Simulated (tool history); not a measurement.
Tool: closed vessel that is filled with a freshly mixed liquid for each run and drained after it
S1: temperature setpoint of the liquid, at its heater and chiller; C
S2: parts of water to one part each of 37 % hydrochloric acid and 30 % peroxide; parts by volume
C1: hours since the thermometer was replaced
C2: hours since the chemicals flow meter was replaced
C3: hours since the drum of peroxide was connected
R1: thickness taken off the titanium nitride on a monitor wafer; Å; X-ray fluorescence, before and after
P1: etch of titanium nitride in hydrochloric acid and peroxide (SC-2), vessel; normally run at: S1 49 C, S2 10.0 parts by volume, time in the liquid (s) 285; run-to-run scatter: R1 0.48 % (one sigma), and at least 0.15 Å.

run 1 hour=4.3 | S1=49 S2=10.0 time_in_the_liquid_(s)=285 | C1=527.0 C2=624.4 C3=261.3 | R1=66.7930
run 2 hour=9.6 | S1=61 S2=10.0 time_in_the_liquid_(s)=285 | C1=532.3 C2=629.7 C3=266.6 | R1=142.8100
run 3 hour=13.2 | S1=49 S2=4.0 time_in_the_liquid_(s)=285 | C1=535.9 C2=633.3 C3=270.2 | R1=134.7600
-- hour=13.5 chemicals flow meter replaced
run 4 hour=16.6 | S1=49 S2=10.0 time_in_the_liquid_(s)=285 | C1=539.3 C2=3.1 C3=273.6 | R1=66.2190
run 5 hour=21.6 | S1=36 S2=10.0 time_in_the_liquid_(s)=285 | C1=544.3 C2=8.1 C3=278.6 | R1=26.8340
run 6 hour=24.5 | S1=49 S2=10.0 time_in_the_liquid_(s)=565 | C1=547.2 C2=11.0 C3=281.5 | R1=132.2400
run 7 hour=27.3 | S1=49 S2=17.5 time_in_the_liquid_(s)=285 | C1=550.0 C2=13.8 C3=284.3 | R1=40.8480
run 8 hour=31.9 | S1=49 S2=10.0 time_in_the_liquid_(s)=285 | C1=554.6 C2=18.4 C3=288.9 | R1=66.4270
run 9 hour=35.7 | S1=49 S2=10.0 time_in_the_liquid_(s)=285 | C1=558.4 C2=22.2 C3=292.7 | R1=66.6330
run 10 hour=40.4 | S1=57 S2=14.5 time_in_the_liquid_(s)=285 | C1=563.1 C2=26.9 C3=297.4 | R1=82.1260
run 11 hour=43.7 | S1=49 S2=10.0 time_in_the_liquid_(s)=30 | C1=566.4 C2=30.2 C3=300.7 | R1=6.9378
run 12 hour=46.2 | S1=49 S2=10.0 time_in_the_liquid_(s)=285 | C1=568.9 C2=32.7 C3=303.2 | R1=66.1380
run 13 hour=48.9 | S1=49 S2=10.0 time_in_the_liquid_(s)=285 | C1=571.6 C2=35.4 C3=305.9 | R1=65.8470

Run 14 comes next. What will it give?
run 14 hour=53.5 | S1=49 S2=10.0 time_in_the_liquid_(s)=285 | C1=576.2 C2=40.0 C3=310.5 | R1=?

Run 14 gave R1 68.7090 Å.

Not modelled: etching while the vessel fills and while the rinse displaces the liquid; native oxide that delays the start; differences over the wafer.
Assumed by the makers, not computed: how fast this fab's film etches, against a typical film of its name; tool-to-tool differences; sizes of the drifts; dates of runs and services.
